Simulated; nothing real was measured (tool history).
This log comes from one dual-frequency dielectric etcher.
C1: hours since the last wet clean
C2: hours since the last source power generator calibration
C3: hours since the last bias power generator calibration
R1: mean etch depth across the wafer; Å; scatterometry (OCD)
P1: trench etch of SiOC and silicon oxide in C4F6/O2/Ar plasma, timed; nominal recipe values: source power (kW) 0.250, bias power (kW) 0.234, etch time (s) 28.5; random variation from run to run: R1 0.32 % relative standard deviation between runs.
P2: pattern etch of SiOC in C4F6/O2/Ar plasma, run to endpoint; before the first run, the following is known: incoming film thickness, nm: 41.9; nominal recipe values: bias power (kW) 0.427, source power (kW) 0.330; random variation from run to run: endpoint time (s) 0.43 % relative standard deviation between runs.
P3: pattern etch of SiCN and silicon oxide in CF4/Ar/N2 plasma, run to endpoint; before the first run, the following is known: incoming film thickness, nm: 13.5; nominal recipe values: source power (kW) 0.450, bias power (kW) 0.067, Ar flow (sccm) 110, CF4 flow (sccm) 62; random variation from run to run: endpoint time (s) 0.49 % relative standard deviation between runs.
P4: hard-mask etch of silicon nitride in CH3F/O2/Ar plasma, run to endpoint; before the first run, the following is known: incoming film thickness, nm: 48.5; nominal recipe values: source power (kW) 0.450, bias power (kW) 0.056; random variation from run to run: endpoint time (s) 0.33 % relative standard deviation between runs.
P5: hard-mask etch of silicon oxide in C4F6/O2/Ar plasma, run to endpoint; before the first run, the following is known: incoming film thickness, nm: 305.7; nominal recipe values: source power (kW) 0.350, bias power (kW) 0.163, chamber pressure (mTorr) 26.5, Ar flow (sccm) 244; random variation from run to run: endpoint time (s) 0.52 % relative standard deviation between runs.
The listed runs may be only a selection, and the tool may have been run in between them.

run 1 day=0.179 | process_that_ran=P1 source_power_(kW)=0.250 bias_power_(kW)=0.234 etch_time_(s)=28.5 | C1=239.9 C2=2860.9 C3=569.5 | R1=520.40
run 2 day=0.567 | process_that_ran=P1 source_power_(kW)=0.250 bias_power_(kW)=0.234 etch_time_(s)=28.5 | C1=249.2 C2=2870.2 C3=578.8 | R1=520.20
run 3 day=0.950 | process_that_ran=P3 source_power_(kW)=0.530 bias_power_(kW)=0.067 Ar_flow_(sccm)=110 CF4_flow_(sccm)=62 | C1=258.4 C2=2879.4 C3=588.0 | endpoint_time_(s)=13.666
run 4 day=1.208 | process_that_ran=P1 source_power_(kW)=0.250 bias_power_(kW)=0.234 etch_time_(s)=28.5 | C1=264.6 C2=2885.6 C3=594.2 | R1=521.08
run 5 day=1.408 | process_that_ran=P3 source_power_(kW)=0.450 bias_power_(kW)=0.067 Ar_flow_(sccm)=110 CF4_flow_(sccm)=62 | C1=269.4 C2=2890.4 C3=599.0 | endpoint_time_(s)=15.714
run 6 day=1.712 | process_that_ran=P4 source_power_(kW)=0.600 bias_power_(kW)=0.056 | C1=276.7 C2=2897.7 C3=606.3 | endpoint_time_(s)=65.286
run 7 day=1.938 | process_that_ran=P5 source_power_(kW)=0.420 bias_power_(kW)=0.163 Ar_flow_(sccm)=244 chamber_pressure_(mTorr)=26.5 | C1=282.1 C2=2903.1 C3=611.7 | endpoint_time_(s)=96.577
run 8 day=2.133 | process_that_ran=P3 source_power_(kW)=0.450 bias_power_(kW)=0.067 Ar_flow_(sccm)=110 CF4_flow_(sccm)=48 | C1=286.8 C2=2907.8 C3=616.4 | endpoint_time_(s)=16.376
run 9 day=2.383 | process_that_ran=P1 source_power_(kW)=0.250 bias_power_(kW)=0.234 etch_time_(s)=28.5 | C1=292.8 C2=2913.8 C3=622.4 | R1=521.10
run 10 day=2.571 | process_that_ran=P2 source_power_(kW)=0.330 bias_power_(kW)=0.427 | C1=297.3 C2=2918.3 C3=626.9 | endpoint_time_(s)=16.427
run 11 day=2.804 | process_that_ran=P5 source_power_(kW)=0.350 bias_power_(kW)=0.163 Ar_flow_(sccm)=244 chamber_pressure_(mTorr)=36.0 | C1=302.9 C2=2923.9 C3=632.5 | endpoint_time_(s)=107.990
run 12 day=3.204 | process_that_ran=P5 source_power_(kW)=0.350 bias_power_(kW)=0.163 Ar_flow_(sccm)=288 chamber_pressure_(mTorr)=26.5 | C1=312.5 C2=2933.5 C3=642.1 | endpoint_time_(s)=107.430
run 13 day=3.496 | process_that_ran=P1 source_power_(kW)=0.190 bias_power_(kW)=0.234 etch_time_(s)=28.5 | C1=319.5 C2=2940.5 C3=649.1 | R1=469.07
run 14 day=3.704 | process_that_ran=P1 source_power_(kW)=0.300 bias_power_(kW)=0.234 etch_time_(s)=28.5 | C1=324.5 C2=2945.5 C3=654.1 | R1=554.37
run 15 day=4.017 | process_that_ran=P3 source_power_(kW)=0.450 bias_power_(kW)=0.067 Ar_flow_(sccm)=149 CF4_flow_(sccm)=62 | C1=332.0 C2=2953.0 C3=661.6 | endpoint_time_(s)=16.515
run 16 day=4.358 | process_that_ran=P2 source_power_(kW)=0.330 bias_power_(kW)=0.427 | C1=340.2 C2=2961.2 C3=669.8 | endpoint_time_(s)=16.276
run 17 day=4.638 | process_that_ran=P2 source_power_(kW)=0.260 bias_power_(kW)=0.427 | C1=346.9 C2=2967.9 C3=676.5 | endpoint_time_(s)=17.764
run 18 day=4.846 | process_that_ran=P3 source_power_(kW)=0.450 bias_power_(kW)=0.067 Ar_flow_(sccm)=110 CF4_flow_(sccm)=62 | C1=351.9 C2=2972.9 C3=681.5 | endpoint_time_(s)=15.981
run 19 day=5.188 | process_that_ran=P5 source_power_(kW)=0.350 bias_power_(kW)=0.163 Ar_flow_(sccm)=244 chamber_pressure_(mTorr)=26.5 | C1=360.1 C2=2981.1 C3=689.7 | endpoint_time_(s)=104.090
run 20 day=5.408 | process_that_ran=P1 source_power_(kW)=0.250 bias_power_(kW)=0.153 etch_time_(s)=28.5 | C1=365.4 C2=2986.4 C3=695.0 | R1=453.83
run 21 day=5.596 | process_that_ran=P1 source_power_(kW)=0.250 bias_power_(kW)=0.234 etch_time_(s)=28.5 | C1=369.9 C2=2990.9 C3=699.5 | R1=522.73
run 22 day=5.821 | process_that_ran=P4 source_power_(kW)=0.450 bias_power_(kW)=0.056 | C1=375.3 C2=2996.3 C3=704.9 | endpoint_time_(s)=73.209
run 23 day=6.212 | process_that_ran=P1 source_power_(kW)=0.250 bias_power_(kW)=0.289 etch_time_(s)=28.5 | C1=384.7 C2=3005.7 C3=714.3 | R1=559.40
run 24 day=6.404 | process_that_ran=P5 source_power_(kW)=0.350 bias_power_(kW)=0.163 Ar_flow_(sccm)=244 chamber_pressure_(mTorr)=26.5 | C1=389.3 C2=3010.3 C3=718.9 | endpoint_time_(s)=103.720
run 25 day=6.754 | process_that_ran=P1 source_power_(kW)=0.290 bias_power_(kW)=0.144 etch_time_(s)=28.5 | C1=397.7 C2=3018.7 C3=727.3 | R1=473.60
run 26 day=7.129 | process_that_ran=P1 source_power_(kW)=0.250 bias_power_(kW)=0.234 etch_time_(s)=28.5 | C1=406.7 C2=3027.7 C3=736.3 | R1=521.60
run 27 day=7.417 | process_that_ran=P4 source_power_(kW)=0.450 bias_power_(kW)=0.040 | C1=413.6 C2=3034.6 C3=743.2 | endpoint_time_(s)=81.574
run 28 day=7.771 | process_that_ran=P5 source_power_(kW)=0.350 bias_power_(kW)=0.122 Ar_flow_(sccm)=244 chamber_pressure_(mTorr)=26.5 | C1=422.1 C2=3043.1 C3=751.7 | endpoint_time_(s)=113.830
run 29 day=7.996 | process_that_ran=P1 source_power_(kW)=0.250 bias_power_(kW)=0.234 etch_time_(s)=28.5 | C1=427.5 C2=3048.5 C3=757.1 | R1=517.99
run 30 day=8.288 | process_that_ran=P1 source_power_(kW)=0.330 bias_power_(kW)=0.282 etch_time_(s)=28.5 | C1=434.5 C2=3055.5 C3=764.1 | R1=618.82
run 31 day=8.575 | process_that_ran=P1 source_power_(kW)=0.250 bias_power_(kW)=0.234 etch_time_(s)=38.0 | C1=441.4 C2=3062.4 C3=771.0 | R1=690.12
run 32 day=8.967 | process_that_ran=P2 source_power_(kW)=0.330 bias_power_(kW)=0.533 | C1=450.8 C2=3071.8 C3=780.4 | endpoint_time_(s)=14.961
run 33 day=9.367 | process_that_ran=P3 source_power_(kW)=0.450 bias_power_(kW)=0.091 Ar_flow_(sccm)=110 CF4_flow_(sccm)=62 | C1=460.4 C2=3081.4 C3=790.0 | endpoint_time_(s)=14.203
run 34 day=9.683 | process_that_ran=P1 source_power_(kW)=0.250 bias_power_(kW)=0.234 etch_time_(s)=18.0 | C1=468.0 C2=3089.0 C3=797.6 | R1=329.85
run 35 day=10.004 | process_that_ran=P1 source_power_(kW)=0.250 bias_power_(kW)=0.234 etch_time_(s)=28.5 | C1=475.7 C2=3096.7 C3=805.3 | R1=519.95
run 36 day=10.212 | process_that_ran=P1 source_power_(kW)=0.250 bias_power_(kW)=0.234 etch_time_(s)=28.5 | C1=480.7 C2=3101.7 C3=810.3 | R1=522.04
run 37 day=10.467 | process_that_ran=P1 source_power_(kW)=0.250 bias_power_(kW)=0.234 etch_time_(s)=28.5 | C1=486.8 C2=3107.8 C3=816.4 | R1=519.00
run 38 day=10.700 | process_that_ran=P1 source_power_(kW)=0.250 bias_power_(kW)=0.234 etch_time_(s)=28.5 | C1=492.4 C2=3113.4 C3=822.0 | R1=516.08
run 39 day=11.092 | process_that_ran=P1 source_power_(kW)=0.250 bias_power_(kW)=0.234 etch_time_(s)=28.5 | C1=501.8 C2=3122.8 C3=831.4 | R1=518.91
-- day=11.296 wet clean of the chamber
run 40 day=11.329 | process_that_ran=P1 source_power_(kW)=0.250 bias_power_(kW)=0.234 etch_time_(s)=28.5 | C1=0.8 C2=3128.5 C3=837.1 | R1=512.90
run 41 day=11.654 | process_that_ran=P1 source_power_(kW)=0.250 bias_power_(kW)=0.234 etch_time_(s)=28.5 | C1=8.6 C2=3136.3 C3=844.9 | R1=515.31
run 42 day=11.912 | process_that_ran=P1 source_power_(kW)=0.250 bias_power_(kW)=0.234 etch_time_(s)=28.5 | C1=14.8 C2=3142.5 C3=851.1 | R1=512.69
run 43 day=12.208 | process_that_ran=P1 source_power_(kW)=0.250 bias_power_(kW)=0.234 etch_time_(s)=28.5 | C1=21.9 C2=3149.6 C3=858.2 | R1=513.30
run 44 day=12.550 | process_that_ran=P1 source_power_(kW)=0.250 bias_power_(kW)=0.234 etch_time_(s)=28.5 | C1=30.1 C2=3157.8 C3=866.4 | R1=512.19
run 45 day=12.842 | process_that_ran=P1 source_power_(kW)=0.250 bias_power_(kW)=0.234 etch_time_(s)=28.5 | C1=37.1 C2=3164.8 C3=873.4 | R1=512.27

P1 has crept away from where it was. The log is fitted equally well by each of these 2 causes, at the sizes shown:
A: source power that arrives under what is set, % = 4.16
B: bias power that arrives under what is set, % = 4.6
At approximately day 10.004, the process output began to creep.
Every other cause this tool's parts could produce, and why it does not fit the log:
chamber walls in a state that lowers the etch rate, %: serviced at day 11.296, after the change had begun; the process did not return to its earlier output

Each of the check runs listed below is run on 3 wafers and reports their average, with the results left as question marks. Pick the one under which the possible causes would lead to clearly different results.
run check 1 day=13.133 | process_that_ran=P3 source_power_(kW)=0.450 bias_power_(kW)=0.067 Ar_flow_(sccm)=110 CF4_flow_(sccm)=62 | endpoint_time_(s)=?
run check 2 day=13.133 | process_that_ran=P5 source_power_(kW)=0.350 bias_power_(kW)=0.163 Ar_flow_(sccm)=244 chamber_pressure_(mTorr)=26.5 | endpoint_time_(s)=?
run check 3 day=13.133 | process_that_ran=P2 source_power_(kW)=0.330 bias_power_(kW)=0.427 | endpoint_time_(s)=?
run check 4 day=13.133 | process_that_ran=P4 source_power_(kW)=0.450 bias_power_(kW)=0.056 | endpoint_time_(s)=?

Check results expected under each cause:
check=check_1 result=endpoint_time_(s) if_A=16.363 if_B=16.018
check=check_2 result=endpoint_time_(s) if_A=106.140 if_B=105.930
check=check_3 result=endpoint_time_(s) if_A=16.507 if_B=16.532
check=check_4 result=endpoint_time_(s) if_A=74.467 if_B=74.354
Minimum pairwise separation of causes per check, each pair taken at its best-separating result: check 1 2.13 %; check 2 0.2 %; check 3 0.16 %; check 4 0.15 %
The other checks would show nearly matching results whichever cause is true, so check 1 is the only one that separates the causes.

After running check 1, the following was obtained: endpoint time (s) 15.917. Which cause does this point to?

It is B: bias power that arrives under what is set, %.
